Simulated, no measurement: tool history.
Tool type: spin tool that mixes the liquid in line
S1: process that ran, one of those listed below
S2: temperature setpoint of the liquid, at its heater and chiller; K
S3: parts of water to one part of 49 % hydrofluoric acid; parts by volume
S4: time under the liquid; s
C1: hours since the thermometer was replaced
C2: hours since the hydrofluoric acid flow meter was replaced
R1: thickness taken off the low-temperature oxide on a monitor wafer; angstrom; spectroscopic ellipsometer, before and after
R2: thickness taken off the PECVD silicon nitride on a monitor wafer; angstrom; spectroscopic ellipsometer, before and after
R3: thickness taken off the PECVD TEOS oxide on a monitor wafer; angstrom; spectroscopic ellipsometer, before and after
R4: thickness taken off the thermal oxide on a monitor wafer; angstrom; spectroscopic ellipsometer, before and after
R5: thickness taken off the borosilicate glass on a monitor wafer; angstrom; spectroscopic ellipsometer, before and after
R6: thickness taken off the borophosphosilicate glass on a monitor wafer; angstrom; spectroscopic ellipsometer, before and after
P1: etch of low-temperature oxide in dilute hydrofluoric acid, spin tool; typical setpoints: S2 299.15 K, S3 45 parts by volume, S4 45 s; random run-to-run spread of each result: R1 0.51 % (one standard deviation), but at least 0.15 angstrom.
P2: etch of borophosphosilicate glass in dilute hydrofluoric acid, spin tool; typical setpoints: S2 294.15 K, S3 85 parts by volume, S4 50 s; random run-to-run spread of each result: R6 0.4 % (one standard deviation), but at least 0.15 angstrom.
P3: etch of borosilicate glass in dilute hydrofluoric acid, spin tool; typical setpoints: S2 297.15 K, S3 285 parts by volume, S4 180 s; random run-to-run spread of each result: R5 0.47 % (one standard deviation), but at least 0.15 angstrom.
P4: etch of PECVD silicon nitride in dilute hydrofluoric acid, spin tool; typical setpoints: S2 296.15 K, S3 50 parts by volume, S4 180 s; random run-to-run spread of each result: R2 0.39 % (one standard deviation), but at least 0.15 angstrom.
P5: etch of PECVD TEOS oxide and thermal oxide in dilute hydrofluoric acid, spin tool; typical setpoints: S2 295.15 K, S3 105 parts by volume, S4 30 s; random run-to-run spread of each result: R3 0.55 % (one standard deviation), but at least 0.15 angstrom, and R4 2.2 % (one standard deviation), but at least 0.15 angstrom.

run   hour  S1      S2   S3   S4     C1     C2      R1       R2      R3       R4      R5      R6
  1    9.4  P1  299.15   45   45  374.7  303.5  416.60
  2   15.7  P4  302.65   50  180  381.0  309.8          133.150
  3   21.1  P1  299.15   70   45  386.4  315.2  258.69
  4   30.4  P4  296.15   20  180  395.7  324.5          209.570
  5   36.4  P5  290.15  105   30  401.7  330.5                   64.146  10.2880
  6   41.8  P5  295.15  155   30  407.1  335.9                   50.396   8.7675
  7   47.9  P1  299.15   45   45  413.2  342.0  417.34
  8   56.0  P5  295.15  105   30  421.3  350.1                   79.218  13.3610
  9   64.9  P4  296.15   50  180  430.2  359.0           87.083
 10   75.5  P1  304.15   45   45  440.8  369.6  507.84
 11   86.5  P1  299.15   45   45  451.8  380.6  417.73
 12   93.3  P3  297.15  285  290  458.6  387.4                                    239.29
 13  101.4  P1  294.65   45   45  466.7  395.5  345.51
 14  109.2  P4  296.15   50  180  474.5  403.3           86.163
     115.0  -- hydrofluoric acid flow meter replaced
 15  116.7  P1  295.15   45   25  482.0    1.8  195.26
 16  126.0  P1  299.15   45   75  491.3   11.1  696.17
 17  137.9  P3  297.15  110  180  503.2   23.0                                    464.85
 18  143.7  P2  294.15   85   50  509.0   28.8                                            298.21
 19  153.5  P1  299.15   45   45  518.8   38.6  414.60
 20  163.4  P3  290.15  285  180  528.7   48.5                                    115.17
 21  171.6  P1  299.15   30   45  536.9   56.7  637.09
 22  182.1  P1  299.15   45   45  547.4   67.2  412.85
 23  191.6  P4  296.15   50   85  556.9   76.7           40.621
 24  197.4  P2  290.15   85   50  562.7   82.5                                            251.35
 25  205.7  P1  299.15   45   20  571.0   90.8  183.75
 26  214.4  P3  297.15  285  180  579.7   99.5                                    148.56
 27  225.0  P1  299.15   45   45  590.3  110.1  416.84
 28  236.6  P1  293.15   45   85  601.9  121.7  604.18
 29  243.3  P1  299.15   45   45  608.6  128.4  415.44
 30  252.4  P5  295.15  105   30  617.7  137.5                   78.280  12.8400
 31  259.0  P2  294.15   30   50  624.3  144.1                                            905.39
 32  270.6  P5  295.15  105   15  635.9  155.7                   39.550   6.2415
 33  276.9  P2  294.15   85  100  642.2  162.0                                            593.14
 34  287.3  P1  299.15   45   45  652.6  172.4  414.24
 35  293.5  P1  299.15   45   45  658.8  178.6  399.58
 36  300.2  P1  299.15   45   45  665.5  185.3  391.05
 37  307.0  P1  299.15   45   45  672.3  192.1  387.15
 38  318.5  P1  299.15   45   45  683.8  203.6  381.56
 39  328.5  P1  299.15   45   45  693.8  213.6  379.43
 40  340.1  P1  299.15   45   45  705.4  225.2  379.28

The log shows P1 creeping away from where it was. Any of the 2 causes listed here, at the size stated for it, fits the log just as well as the others:
A: hydrofluoric acid flow below the setpoint (%) = 8.21
B: liquid colder than its thermometer reads (K) = 2.23
At approximately hour 287.3, the process output began to creep.

Of the 4 check runs listed below, each run on one wafer and each result written as a question mark, which would let you distinguish the listed causes because they would give clearly different results?
check 1  351.7  P3  290.15  180  180                           ?
check 2  351.7  P2  294.15   35  100                               ?
check 3  351.7  P5  290.15  105   30                   ?   ?
check 4  351.7  P4  296.15   30  180               ?

What every check run would give for each of its results, assuming each possible cause in turn:
  check  result     if A     if B
check 1      R5   180.95   182.70
check 2      R6  1404.20  1395.40
check 3      R3   58.424   58.455
check 3      R4   9.5722   9.5773
check 4      R2  130.990  121.950
Smallest distance between any two causes, each pair judged by its most separating result, in per cent: check 1 0.96 %; check 2 0.63 %; check 3 0.05 %; check 4 7.15 %
Of the check runs offered, only check 4 discriminates between the causes; the rest would read about the same regardless of which cause applies.

After running check 4, the following was obtained: R2 122.560 angstrom. Which cause does this point to?

The cause is B: liquid colder than its thermometer reads (K).

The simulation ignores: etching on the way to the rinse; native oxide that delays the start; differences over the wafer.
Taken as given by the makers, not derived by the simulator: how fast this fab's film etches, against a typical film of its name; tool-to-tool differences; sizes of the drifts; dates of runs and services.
